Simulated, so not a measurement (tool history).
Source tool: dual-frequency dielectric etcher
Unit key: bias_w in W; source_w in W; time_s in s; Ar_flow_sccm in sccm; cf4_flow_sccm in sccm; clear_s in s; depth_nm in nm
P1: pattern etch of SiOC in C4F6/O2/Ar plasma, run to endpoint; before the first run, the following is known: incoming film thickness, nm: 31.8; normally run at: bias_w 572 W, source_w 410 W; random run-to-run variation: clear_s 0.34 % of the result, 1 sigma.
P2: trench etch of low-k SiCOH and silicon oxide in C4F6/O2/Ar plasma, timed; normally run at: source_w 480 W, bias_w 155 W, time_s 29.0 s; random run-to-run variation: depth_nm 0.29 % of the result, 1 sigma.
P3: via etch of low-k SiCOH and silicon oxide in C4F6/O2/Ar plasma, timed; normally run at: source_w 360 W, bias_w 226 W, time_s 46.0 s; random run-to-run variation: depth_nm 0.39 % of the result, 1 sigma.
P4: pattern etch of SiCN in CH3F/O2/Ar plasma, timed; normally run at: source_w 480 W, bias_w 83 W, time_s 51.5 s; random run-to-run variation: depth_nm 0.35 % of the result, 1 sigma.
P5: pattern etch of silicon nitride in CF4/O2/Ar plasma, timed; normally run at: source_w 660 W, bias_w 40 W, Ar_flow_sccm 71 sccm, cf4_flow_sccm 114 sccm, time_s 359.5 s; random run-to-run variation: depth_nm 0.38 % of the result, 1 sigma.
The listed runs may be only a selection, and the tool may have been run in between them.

{"run": 1, "hour": 9.8, "process": "P1", "bias_w": 572, "source_w": 410, "clear_s": 10.099}
{"run": 2, "hour": 23.0, "process": "P3", "bias_w": 226, "source_w": 360, "time_s": 59.5, "depth_nm": 149.18}
{"run": 3, "hour": 36.7, "process": "P1", "bias_w": 572, "source_w": 320, "clear_s": 11.008}
{"run": 4, "hour": 47.3, "process": "P4", "bias_w": 83, "source_w": 330, "time_s": 51.5, "depth_nm": 18.563}
{"run": 5, "hour": 60.8, "process": "P5", "bias_w": 40, "source_w": 660, "time_s": 359.5, "Ar_flow_sccm": 71, "cf4_flow_sccm": 114, "depth_nm": 892.53}
{"run": 6, "hour": 76.1, "process": "P3", "bias_w": 226, "source_w": 480, "time_s": 46.0, "depth_nm": 128.9}
{"run": 7, "hour": 87.4, "process": "P5", "bias_w": 40, "source_w": 400, "time_s": 359.5, "Ar_flow_sccm": 71, "cf4_flow_sccm": 114, "depth_nm": 576.09}
{"hour": 98.0, "done": "bias power generator calibrated"}
{"run": 8, "hour": 99.5, "process": "P1", "bias_w": 572, "source_w": 410, "clear_s": 10.133}
{"run": 9, "hour": 107.4, "process": "P1", "bias_w": 572, "source_w": 410, "clear_s": 10.085}
{"run": 10, "hour": 119.6, "process": "P4", "bias_w": 83, "source_w": 480, "time_s": 28.5, "depth_nm": 11.885}
{"run": 11, "hour": 132.6, "process": "P3", "bias_w": 226, "source_w": 360, "time_s": 46.0, "depth_nm": 115.77}
{"run": 12, "hour": 141.5, "process": "P5", "bias_w": 40, "source_w": 660, "time_s": 279.0, "Ar_flow_sccm": 71, "cf4_flow_sccm": 114, "depth_nm": 690.31}
{"run": 13, "hour": 155.1, "process": "P1", "bias_w": 572, "source_w": 410, "clear_s": 10.062}
{"run": 14, "hour": 167.7, "process": "P4", "bias_w": 83, "source_w": 480, "time_s": 51.5, "depth_nm": 21.571}
{"run": 15, "hour": 183.2, "process": "P4", "bias_w": 118, "source_w": 480, "time_s": 51.5, "depth_nm": 24.508}
{"run": 16, "hour": 199.4, "process": "P2", "bias_w": 92, "source_w": 480, "time_s": 29.0, "depth_nm": 82.186}
{"run": 17, "hour": 216.0, "process": "P2", "bias_w": 155, "source_w": 480, "time_s": 40.5, "depth_nm": 132.8}
{"run": 18, "hour": 232.5, "process": "P1", "bias_w": 572, "source_w": 410, "clear_s": 10.072}
{"run": 19, "hour": 249.5, "process": "P1", "bias_w": 706, "source_w": 560, "clear_s": 8.2752}
{"run": 20, "hour": 264.0, "process": "P2", "bias_w": 155, "source_w": 480, "time_s": 29.0, "depth_nm": 95.614}
{"run": 21, "hour": 277.1, "process": "P3", "bias_w": 288, "source_w": 360, "time_s": 46.0, "depth_nm": 124.51}
{"run": 22, "hour": 294.8, "process": "P1", "bias_w": 572, "source_w": 490, "clear_s": 9.4459}
{"run": 23, "hour": 303.2, "process": "P2", "bias_w": 155, "source_w": 480, "time_s": 29.0, "depth_nm": 95.321}
{"run": 24, "hour": 320.8, "process": "P1", "bias_w": 776, "source_w": 410, "clear_s": 8.9382}
{"run": 25, "hour": 335.8, "process": "P5", "bias_w": 40, "source_w": 660, "time_s": 359.5, "Ar_flow_sccm": 71, "cf4_flow_sccm": 114, "depth_nm": 891.94}
{"run": 26, "hour": 347.0, "process": "P5", "bias_w": 40, "source_w": 660, "time_s": 359.5, "Ar_flow_sccm": 71, "cf4_flow_sccm": 161, "depth_nm": 924.65}
{"run": 27, "hour": 362.2, "process": "P5", "bias_w": 48, "source_w": 660, "time_s": 359.5, "Ar_flow_sccm": 71, "cf4_flow_sccm": 114, "depth_nm": 952.5}
{"run": 28, "hour": 377.4, "process": "P1", "bias_w": 377, "source_w": 410, "clear_s": 11.799}
{"run": 29, "hour": 386.0, "process": "P2", "bias_w": 155, "source_w": 620, "time_s": 29.0, "depth_nm": 105.0}
{"run": 30, "hour": 397.9, "process": "P5", "bias_w": 40, "source_w": 660, "time_s": 359.5, "Ar_flow_sccm": 100, "cf4_flow_sccm": 114, "depth_nm": 856.1}
{"run": 31, "hour": 405.9, "process": "P4", "bias_w": 83, "source_w": 480, "time_s": 51.5, "depth_nm": 21.477}
{"run": 32, "hour": 420.5, "process": "P1", "bias_w": 572, "source_w": 410, "clear_s": 10.072}
{"run": 33, "hour": 431.4, "process": "P1", "bias_w": 572, "source_w": 410, "clear_s": 10.21}
{"run": 34, "hour": 448.2, "process": "P1", "bias_w": 572, "source_w": 410, "clear_s": 10.283}
{"hour": 450.9, "done": "wet clean of the chamber"}
{"run": 35, "hour": 459.2, "process": "P1", "bias_w": 572, "source_w": 410, "clear_s": 10.243}
{"run": 36, "hour": 470.2, "process": "P1", "bias_w": 572, "source_w": 410, "clear_s": 10.275}
{"run": 37, "hour": 486.5, "process": "P1", "bias_w": 572, "source_w": 410, "clear_s": 10.294}
{"run": 38, "hour": 499.0, "process": "P1", "bias_w": 572, "source_w": 410, "clear_s": 10.244}

What P1 gives has crept off from where it sat before. The 2 causes that follow fit the log equally well, each at the size noted:
A: bias power that arrives under what is set, % = 4.4
B: source power that arrives under what is set, % = 4.55
The drift started at roughly hour 420.5.
All other causes, with the reason each is excluded:
chamber walls in a state that lowers the etch rate, %: serviced at hour 450.9, which brought nothing back

Consider the 4 single-wafer check runs listed below, results given as question marks: which one distinguishes between the causes by giving clearly different results for each?
{"run": "check 1", "hour": 511.5, "process": "P3", "bias_w": 274, "source_w": 470, "time_s": 46.0, "depth_nm": "?"}
{"run": "check 2", "hour": 511.5, "process": "P5", "bias_w": 40, "source_w": 420, "time_s": 359.5, "Ar_flow_sccm": 71, "cf4_flow_sccm": 151, "depth_nm": "?"}
{"run": "check 3", "hour": 511.5, "process": "P2", "bias_w": 155, "source_w": 580, "time_s": 29.0, "depth_nm": "?"}
{"run": "check 4", "hour": 511.5, "process": "P4", "bias_w": 83, "source_w": 360, "time_s": 34.0, "depth_nm": "?"}

What each check would give under each cause:
check=check_1 result=depth_nm if_A=133.860 if_B=133.530
check=check_2 result=depth_nm if_A=606.720 if_B=590.940
check=check_3 result=depth_nm if_A=101.150 if_B=100.620
check=check_4 result=depth_nm if_A=12.541 if_B=12.530
How far apart the two closest causes lie, in the result that separates them most: check 1 0.25 %; check 2 2.63 %; check 3 0.52 %; check 4 0.09 %
Only in check 2 would the causes give clearly different results; in the remaining checks their results would be nearly the same.

With check 2 done, the readings were: depth_nm 605.800 nm. Identify which of the listed causes applies.

It is A: bias power that arrives under what is set, %.

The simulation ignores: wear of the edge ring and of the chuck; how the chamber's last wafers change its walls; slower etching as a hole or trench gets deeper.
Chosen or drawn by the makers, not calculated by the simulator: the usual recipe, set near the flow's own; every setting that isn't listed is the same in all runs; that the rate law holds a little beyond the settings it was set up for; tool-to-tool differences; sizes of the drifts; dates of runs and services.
